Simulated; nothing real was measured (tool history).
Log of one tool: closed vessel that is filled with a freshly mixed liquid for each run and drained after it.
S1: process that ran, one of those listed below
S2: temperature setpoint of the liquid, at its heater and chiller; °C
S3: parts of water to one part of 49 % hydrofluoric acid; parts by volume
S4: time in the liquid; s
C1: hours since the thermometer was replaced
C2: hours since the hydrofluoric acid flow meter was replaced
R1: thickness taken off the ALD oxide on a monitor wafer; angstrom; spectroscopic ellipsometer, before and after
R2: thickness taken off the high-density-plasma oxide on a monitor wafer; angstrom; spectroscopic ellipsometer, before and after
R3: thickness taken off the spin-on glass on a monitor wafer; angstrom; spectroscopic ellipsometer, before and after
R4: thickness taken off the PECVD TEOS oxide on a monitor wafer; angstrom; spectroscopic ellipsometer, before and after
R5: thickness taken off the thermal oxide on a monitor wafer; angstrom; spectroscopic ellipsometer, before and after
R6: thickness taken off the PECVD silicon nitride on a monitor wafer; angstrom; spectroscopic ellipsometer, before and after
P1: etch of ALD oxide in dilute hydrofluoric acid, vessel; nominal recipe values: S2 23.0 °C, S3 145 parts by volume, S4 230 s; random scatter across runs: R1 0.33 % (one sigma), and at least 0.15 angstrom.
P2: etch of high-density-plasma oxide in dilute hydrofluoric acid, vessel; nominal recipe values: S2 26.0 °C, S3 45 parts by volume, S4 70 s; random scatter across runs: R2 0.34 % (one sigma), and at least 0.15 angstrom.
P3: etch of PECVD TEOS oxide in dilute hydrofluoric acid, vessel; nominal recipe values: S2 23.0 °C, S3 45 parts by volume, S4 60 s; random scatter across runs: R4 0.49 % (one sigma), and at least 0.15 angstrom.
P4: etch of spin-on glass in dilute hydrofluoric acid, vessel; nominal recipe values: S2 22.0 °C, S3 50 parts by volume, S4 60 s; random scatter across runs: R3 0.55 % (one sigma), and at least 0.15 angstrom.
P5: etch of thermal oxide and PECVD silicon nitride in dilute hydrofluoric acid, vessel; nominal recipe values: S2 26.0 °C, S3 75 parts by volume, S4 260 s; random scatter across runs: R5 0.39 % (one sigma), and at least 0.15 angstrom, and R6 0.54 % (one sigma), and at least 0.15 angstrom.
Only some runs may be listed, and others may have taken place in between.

run	hour	S1	S2	S3	S4	C1	C2	R1	R2	R3	R4	R5	R6
1	8.8	P1	23.0	145	230	2098.8	1047.2	211.700					
2	14.5	P2	26.0	65	70	2104.5	1052.9		86.316				
3	20.6	P4	22.0	20	60	2110.6	1059.0			1033.30			
4	27.0	P1	23.0	145	230	2117.0	1065.4	211.670					
5	34.9	P1	30.5	145	75	2124.9	1073.3	91.204					
6	38.9	P2	26.0	45	70	2128.9	1077.3		127.560				
7	46.8	P1	23.0	145	230	2136.8	1085.2	212.380					
8	51.5	P3	17.0	45	60	2141.5	1089.9				114.100		
9	58.7	P5	30.0	75	260	2148.7	1097.1					211.450	167.340
10	66.1	P5	26.0	75	110	2156.1	1104.5					76.303	54.786
11	70.1	P1	27.0	145	230	2160.1	1108.5	246.820					
12	78.4	P4	17.5	50	60	2168.4	1116.8			327.70			
13	83.1	P1	23.0	145	230	2173.1	1121.5	213.440					
14	87.9	P5	26.0	75	260	2177.9	1126.3					181.730	128.370
15	96.4	P1	23.0	145	450	2186.4	1134.8	415.000					
16	101.3	P1	23.0	145	230	2191.3	1139.7	213.390					
17	106.7	P5	26.0	75	260	2196.7	1145.1					182.050	128.850
18	113.2	P3	23.0	70	60	2203.2	1151.6				92.262		
19	119.9	P1	23.0	225	80	2209.9	1158.3	43.569					
20	126.9	P4	22.0	50	60	2216.9	1165.3			397.53			
21	130.9	P5	26.0	20	260	2220.9	1169.3					732.110	475.780
22	137.2	P4	22.0	50	100	2227.2	1175.6			659.23			
23	145.0	P3	23.0	45	60	2235.0	1183.4				147.770		
24	149.7	P2	20.5	45	70	2239.7	1188.1		101.890				
25	153.6	P3	23.0	45	100	2243.6	1192.0				245.160		
26	162.0	P1	23.0	40	230	2252.0	1200.4	870.430					
27	166.9	P2	26.0	45	70	2256.9	1205.3		128.330				
28	172.7	P1	17.0	145	230	2262.7	1211.1	166.030					
29	178.0	P1	23.0	195	415	2268.0	1216.4	267.840					
30	182.2	P2	26.0	45	35	2272.2	1220.6		63.858				
31	186.7	P1	23.0	245	230	2276.7	1225.1	112.600					

Run 32 is up next; what results do you expect?
32	195.2	P1	23.0	145	230	2285.2	1233.6	?					

R1: 211.750 angstrom

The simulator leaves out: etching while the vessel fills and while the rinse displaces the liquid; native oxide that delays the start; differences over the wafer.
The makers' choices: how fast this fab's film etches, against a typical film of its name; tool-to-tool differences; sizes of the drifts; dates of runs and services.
